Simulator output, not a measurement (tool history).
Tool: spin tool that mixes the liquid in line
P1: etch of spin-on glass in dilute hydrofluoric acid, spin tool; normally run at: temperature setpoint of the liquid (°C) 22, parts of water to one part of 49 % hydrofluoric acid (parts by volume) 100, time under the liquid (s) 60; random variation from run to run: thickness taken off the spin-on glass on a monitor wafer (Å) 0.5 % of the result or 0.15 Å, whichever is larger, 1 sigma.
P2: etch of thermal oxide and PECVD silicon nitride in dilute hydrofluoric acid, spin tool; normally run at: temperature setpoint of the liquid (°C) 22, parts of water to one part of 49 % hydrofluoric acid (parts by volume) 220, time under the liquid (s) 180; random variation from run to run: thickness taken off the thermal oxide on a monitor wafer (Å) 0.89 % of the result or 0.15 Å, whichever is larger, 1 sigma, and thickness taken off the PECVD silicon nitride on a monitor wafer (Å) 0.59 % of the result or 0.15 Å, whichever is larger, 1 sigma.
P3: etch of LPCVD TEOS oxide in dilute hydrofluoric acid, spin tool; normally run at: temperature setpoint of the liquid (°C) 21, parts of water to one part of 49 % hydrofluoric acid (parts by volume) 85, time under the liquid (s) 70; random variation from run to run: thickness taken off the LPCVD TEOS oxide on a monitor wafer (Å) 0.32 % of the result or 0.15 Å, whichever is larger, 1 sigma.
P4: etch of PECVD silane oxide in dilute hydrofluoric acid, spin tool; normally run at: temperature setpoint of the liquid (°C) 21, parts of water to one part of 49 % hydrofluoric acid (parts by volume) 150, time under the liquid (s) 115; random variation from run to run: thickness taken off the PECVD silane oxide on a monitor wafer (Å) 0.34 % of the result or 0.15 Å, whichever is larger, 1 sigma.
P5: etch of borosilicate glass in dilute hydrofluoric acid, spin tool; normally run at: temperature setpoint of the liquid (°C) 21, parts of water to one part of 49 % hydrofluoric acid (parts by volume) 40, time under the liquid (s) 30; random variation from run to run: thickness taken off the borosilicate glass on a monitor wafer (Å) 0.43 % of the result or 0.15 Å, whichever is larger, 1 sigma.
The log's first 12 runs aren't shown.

run,day,process that ran,temperature setpoint of the liquid (°C),parts of water to one part of 49 % hydrofluoric acid (parts by volume),time under the liquid (s),thickness taken off the spin-on glass on a monitor wafer (Å),thickness taken off the borosilicate glass on a monitor wafer (Å),thickness taken off the PECVD silane oxide on a monitor wafer (Å),thickness taken off the thermal oxide on a monitor wafer (Å),thickness taken off the PECVD silicon nitride on a monitor wafer (Å),thickness taken off the LPCVD TEOS oxide on a monitor wafer (Å)
13,2.458,P1,22,150,35,62.296,,,,,
14,2.654,P4,21,265,115,,,86.86,,,
15,2.788,P1,22,100,60,169.14,,,,,
16,3.038,P1,22,100,60,168.34,,,,,
17,3.212,P3,21,85,70,,,,,,180.12
18,3.35,P1,22,180,60,86.62,,,,,
19,3.571,P1,22,100,60,169.91,,,,,
20,3.692,P1,22,165,105,167.37,,,,,
21,3.808,P5,17.5,40,30,,185.56,,,,
22,3.971,P1,22,100,60,169.22,,,,,
23,4.079,P2,22,220,330,,,,57.723,62.819,
24,4.192,P3,17,85,70,,,,,,152.89
25,4.304,P2,22,80,180,,,,101.07,92.16,
26,4.512,P5,21,20,30,,445.81,,,,
27,4.729,P1,22,100,105,296.02,,,,,
28,4.979,P2,17,220,180,,,,26.129,24.399,

Forecast run 29:
29,5.138,P4,21,150,115,,,?,,,

{"run 29": {"thickness taken off the PECVD silane oxide on a monitor wafer (Å)": 171.69}}
